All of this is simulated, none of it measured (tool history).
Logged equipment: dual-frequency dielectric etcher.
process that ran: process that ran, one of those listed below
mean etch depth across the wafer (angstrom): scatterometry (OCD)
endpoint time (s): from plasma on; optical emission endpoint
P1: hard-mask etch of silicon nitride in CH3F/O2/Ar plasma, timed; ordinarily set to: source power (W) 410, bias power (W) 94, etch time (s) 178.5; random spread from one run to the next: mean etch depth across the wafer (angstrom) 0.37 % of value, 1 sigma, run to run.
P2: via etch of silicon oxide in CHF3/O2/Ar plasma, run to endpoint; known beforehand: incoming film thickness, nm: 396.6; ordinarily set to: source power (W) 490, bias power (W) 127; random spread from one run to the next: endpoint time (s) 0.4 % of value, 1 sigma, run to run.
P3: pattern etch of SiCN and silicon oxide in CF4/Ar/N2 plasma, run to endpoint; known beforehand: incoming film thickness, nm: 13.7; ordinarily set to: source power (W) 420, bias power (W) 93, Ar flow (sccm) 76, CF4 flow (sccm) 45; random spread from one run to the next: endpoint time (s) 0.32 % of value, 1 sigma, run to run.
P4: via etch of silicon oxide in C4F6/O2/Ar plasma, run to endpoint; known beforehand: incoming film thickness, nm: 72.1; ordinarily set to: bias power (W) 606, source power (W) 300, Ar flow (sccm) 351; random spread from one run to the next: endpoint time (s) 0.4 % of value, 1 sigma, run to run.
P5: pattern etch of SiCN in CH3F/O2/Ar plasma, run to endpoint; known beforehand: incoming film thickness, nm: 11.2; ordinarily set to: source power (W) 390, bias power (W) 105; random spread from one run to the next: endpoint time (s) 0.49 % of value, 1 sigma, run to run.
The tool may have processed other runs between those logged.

run,hour,process that ran,source power (W),bias power (W),etch time (s),Ar flow (sccm),CF4 flow (sccm),hours since the last wet clean,hours since the last source power generator calibration,hours since the last bias power generator calibration,mean etch depth across the wafer (angstrom),endpoint time (s)
1,5,P1,410,94,178.5,,,306.6,1561.1,335.7,1337.6,
2,7.8,P5,230,105,,,,309.4,1563.9,338.5,,31.576
3,10,P1,310,94,217,,,311.6,1566.1,340.7,1448.3,
4,14.8,P3,560,93,,76,45,316.4,1570.9,345.5,,12.531
5,18.2,P1,560,94,178.5,,,319.8,1574.3,348.9,1495.6,
6,22.8,P1,410,94,178.5,,,324.4,1578.9,353.5,1327.2,
7,26.4,P1,410,94,178.5,,,328,1582.5,357.1,1334,
8,30.3,P3,420,67,,76,45,331.9,1586.4,361,,18.192
9,34.2,P4,380,606,,351,,335.8,1590.3,364.9,,15.376
10,38,P1,240,94,178.5,,,339.6,1594.1,368.7,1091.6,
11,40.3,P3,420,93,,76,45,341.9,1596.4,371,,16.146
12,45.2,P2,320,127,,,,346.8,1601.3,375.9,,282.29
13,49.4,P4,300,606,,421,,351,1605.5,380.1,,16.99
14,52.9,P2,490,101,,,,354.5,1609,383.6,,255.54
15,57.3,P5,390,105,,,,358.9,1613.4,388,,26.292
16,61.9,P4,300,606,,351,,363.5,1618,392.6,,16.7
17,65.4,P1,410,94,261.5,,,367,1621.5,396.1,1949.6,
18,68.2,P3,420,93,,76,45,369.8,1624.3,398.9,,16.099
19,71.2,P1,410,94,178.5,,,372.8,1627.3,401.9,1328.4,
20,76.1,P1,410,94,178.5,,,377.7,1632.2,406.8,1328.6,
21,80.1,P1,550,67,178.5,,,381.7,1636.2,410.8,1324.5,
22,82.7,P1,410,70,178.5,,,384.3,1638.8,413.4,1199.9,
23,87.3,P3,420,93,,76,34,388.9,1643.4,418,,16.768
24,90.4,P1,410,94,178.5,,,392,1646.5,421.1,1320.3,
25,93,P1,410,125,178.5,,,394.6,1649.1,423.7,1480,
26,95.8,P4,300,415,,351,,397.4,1651.9,426.5,,19.343
27,99.3,P5,390,83,,,,400.9,1655.4,430,,28.59
28,103.8,P1,410,94,140,,,405.4,1659.9,434.5,1041.8,
29,107.8,P3,420,93,,92,45,409.4,1663.9,438.5,,16.611
30,110.3,P2,490,127,,,,411.9,1666.4,441,,238.23
31,114.2,P1,410,94,178.5,,,415.8,1670.3,444.9,1335.7,
32,118.5,P1,410,94,178.5,,,420.1,1674.6,449.2,1333.8,
33,123.5,P1,410,94,178.5,,,425.1,1679.6,454.2,1327.7,
34,126.9,P1,410,94,178.5,,,428.5,1683,457.6,1312,
35,129.6,P1,410,94,178.5,,,431.2,1685.7,460.3,1306,
# hour 131.6: wet clean of the chamber
36,133.5,P1,410,94,178.5,,,2,1689.6,464.2,1305.8,
37,137.9,P1,410,94,178.5,,,6.4,1694,468.6,1306.7,
38,143,P1,410,94,178.5,,,11.5,1699.1,473.7,1300.6,
39,145.6,P1,410,94,178.5,,,14.1,1701.7,476.3,1308.9,

Compared with where it was, what P1 gives has crept away. Each cause listed below fits the log as well as the rest, at the size given for it:
A: bias power that arrives under what is set, % = 4.94
B: source power that arrives under what is set, % = 4.78
The gradual shift began around hour 118.5.
Every other cause this tool's parts could produce, and why it does not fit the log:
chamber walls in a state that lowers the etch rate, %: work on it at hour 131.6, done after the drift set in, did not restore what the process gave before

Each of the 4 check runs below uses one wafer; its results are left as question marks. Which run tells the causes apart?
check 1,148.2,P4,360,509,,351,,,,,,?
check 2,148.2,P3,490,70,,76,45,,,,,?
check 3,148.2,P5,250,105,,,,,,,,?
check 4,148.2,P2,320,103,,,,,,,,?

Predicted outcomes, by check and by cause:
check,result,if A,if B
check 1,endpoint time (s),17.02,17.003
check 2,endpoint time (s),15.828,16.243
check 3,endpoint time (s),31.461,31.402
check 4,endpoint time (s),304.97,306
Smallest distance between any two causes, each pair judged by its most separating result, in per cent: check 1 0.1 %; check 2 2.59 %; check 3 0.19 %; check 4 0.34 %
Of the check runs offered, only check 2 discriminates between the causes; the rest would read about the same regardless of which cause applies.

Check 2 was then run and gave: endpoint time (s) 16.138. Which cause is it?

The cause is B: source power that arrives under what is set, %.

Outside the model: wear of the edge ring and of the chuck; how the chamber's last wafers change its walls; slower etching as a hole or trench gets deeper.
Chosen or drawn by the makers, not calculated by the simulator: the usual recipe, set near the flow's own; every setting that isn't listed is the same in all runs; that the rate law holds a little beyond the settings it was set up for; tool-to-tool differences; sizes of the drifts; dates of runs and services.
